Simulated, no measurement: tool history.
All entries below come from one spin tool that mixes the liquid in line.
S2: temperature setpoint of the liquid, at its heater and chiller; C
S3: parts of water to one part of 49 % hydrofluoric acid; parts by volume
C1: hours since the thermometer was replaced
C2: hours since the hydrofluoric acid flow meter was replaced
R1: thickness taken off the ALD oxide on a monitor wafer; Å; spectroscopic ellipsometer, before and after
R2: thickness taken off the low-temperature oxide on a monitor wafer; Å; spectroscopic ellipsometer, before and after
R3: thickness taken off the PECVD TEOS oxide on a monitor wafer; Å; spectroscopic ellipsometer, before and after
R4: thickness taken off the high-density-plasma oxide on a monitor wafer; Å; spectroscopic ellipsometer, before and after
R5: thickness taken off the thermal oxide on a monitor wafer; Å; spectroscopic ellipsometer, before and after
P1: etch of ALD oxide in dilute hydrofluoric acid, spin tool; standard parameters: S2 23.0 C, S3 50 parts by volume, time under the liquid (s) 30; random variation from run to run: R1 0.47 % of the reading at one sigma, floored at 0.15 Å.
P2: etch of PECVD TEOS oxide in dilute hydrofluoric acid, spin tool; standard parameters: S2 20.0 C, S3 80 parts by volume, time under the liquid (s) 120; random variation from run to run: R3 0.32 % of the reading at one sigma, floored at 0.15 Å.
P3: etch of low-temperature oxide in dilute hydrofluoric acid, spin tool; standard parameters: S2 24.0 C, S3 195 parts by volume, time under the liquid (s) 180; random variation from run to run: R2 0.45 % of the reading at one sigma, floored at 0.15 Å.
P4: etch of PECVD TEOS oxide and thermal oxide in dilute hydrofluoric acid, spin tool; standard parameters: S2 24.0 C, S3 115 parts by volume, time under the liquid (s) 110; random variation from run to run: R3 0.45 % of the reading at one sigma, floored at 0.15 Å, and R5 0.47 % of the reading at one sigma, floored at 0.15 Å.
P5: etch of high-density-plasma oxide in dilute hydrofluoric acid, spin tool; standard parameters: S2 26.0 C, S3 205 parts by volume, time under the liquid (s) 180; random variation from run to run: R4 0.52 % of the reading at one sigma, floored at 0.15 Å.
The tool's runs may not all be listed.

Run 1, day 0.400: process that ran P1, S2 23.0 C, S3 50 parts by volume, time under the liquid (s) 30; C1 74.8; C2 1382.1. Result: R1 199.31 Å.
Run 2, day 0.617: process that ran P3, S2 31.5 C, S3 195 parts by volume, time under the liquid (s) 180; C1 80.0; C2 1387.3. Result: R2 266.87 Å.
Run 3, day 0.971: process that ran P3, S2 24.0 C, S3 355 parts by volume, time under the liquid (s) 180; C1 88.5; C2 1395.8. Result: R2 95.36 Å.
Run 4, day 1.292: process that ran P2, S2 20.0 C, S3 80 parts by volume, time under the liquid (s) 230; C1 96.2; C2 1403.5. Result: R3 233.240 Å.
Run 5, day 1.625: process that ran P5, S2 26.0 C, S3 205 parts by volume, time under the liquid (s) 180; C1 104.2; C2 1411.5. Result: R4 42.594 Å.
Run 6, day 1.850: process that ran P1, S2 17.0 C, S3 50 parts by volume, time under the liquid (s) 30; C1 109.6; C2 1416.9. Result: R1 154.12 Å.
Run 7, day 2.083: process that ran P5, S2 29.5 C, S3 205 parts by volume, time under the liquid (s) 180; C1 115.2; C2 1422.5. Result: R4 48.222 Å.
Run 8, day 2.350: process that ran P5, S2 26.0 C, S3 75 parts by volume, time under the liquid (s) 180; C1 121.6; C2 1428.9. Result: R4 135.460 Å.
Run 9, day 2.708: process that ran P3, S2 24.0 C, S3 195 parts by volume, time under the liquid (s) 35; C1 130.2; C2 1437.5. Result: R2 39.91 Å.
Run 10, day 3.062: process that ran P1, S2 23.0 C, S3 50 parts by volume, time under the liquid (s) 30; C1 138.7; C2 1446.0. Result: R1 200.07 Å.
Run 11, day 3.304: process that ran P1, S2 23.0 C, S3 75 parts by volume, time under the liquid (s) 60; C1 144.5; C2 1451.8. Result: R1 258.94 Å.
Run 12, day 3.679: process that ran P4, S2 24.0 C, S3 115 parts by volume, time under the liquid (s) 110; C1 153.5; C2 1460.8. Result: R3 247.540 Å, R5 43.1600 Å.
Run 13, day 3.858: process that ran P5, S2 26.0 C, S3 205 parts by volume, time under the liquid (s) 15; C1 157.8; C2 1465.1. Result: R4 3.407 Å.
Run 14, day 4.188: process that ran P3, S2 24.0 C, S3 195 parts by volume, time under the liquid (s) 180; C1 165.7; C2 1473.0. Result: R2 203.07 Å.
Run 15, day 4.517: process that ran P1, S2 23.0 C, S3 50 parts by volume, time under the liquid (s) 30; C1 173.6; C2 1480.9. Result: R1 200.79 Å.
Run 16, day 4.721: process that ran P4, S2 24.0 C, S3 115 parts by volume, time under the liquid (s) 15; C1 178.5; C2 1485.8. Result: R3 33.751 Å, R5 5.9666 Å.
Run 17, day 4.946: process that ran P1, S2 23.0 C, S3 20 parts by volume, time under the liquid (s) 30; C1 183.9; C2 1491.2. Result: R1 518.89 Å.
Run 18, day 5.296: process that ran P1, S2 23.0 C, S3 50 parts by volume, time under the liquid (s) 30; C1 192.3; C2 1499.6. Result: R1 200.97 Å.
Run 19, day 5.492: process that ran P1, S2 23.0 C, S3 20 parts by volume, time under the liquid (s) 15; C1 197.0; C2 1504.3. Result: R1 259.04 Å.

Run 20, settings as shown, results not yet in. Your forecast:
Run 20, day 5.904: process that ran P4, S2 17.5 C, S3 115 parts by volume, time under the liquid (s) 110; C1 206.9; C2 1514.2. Result: R3 ?, R5 ?.

{"run 20": {"R3": 192.59, "R5": 33.438}}

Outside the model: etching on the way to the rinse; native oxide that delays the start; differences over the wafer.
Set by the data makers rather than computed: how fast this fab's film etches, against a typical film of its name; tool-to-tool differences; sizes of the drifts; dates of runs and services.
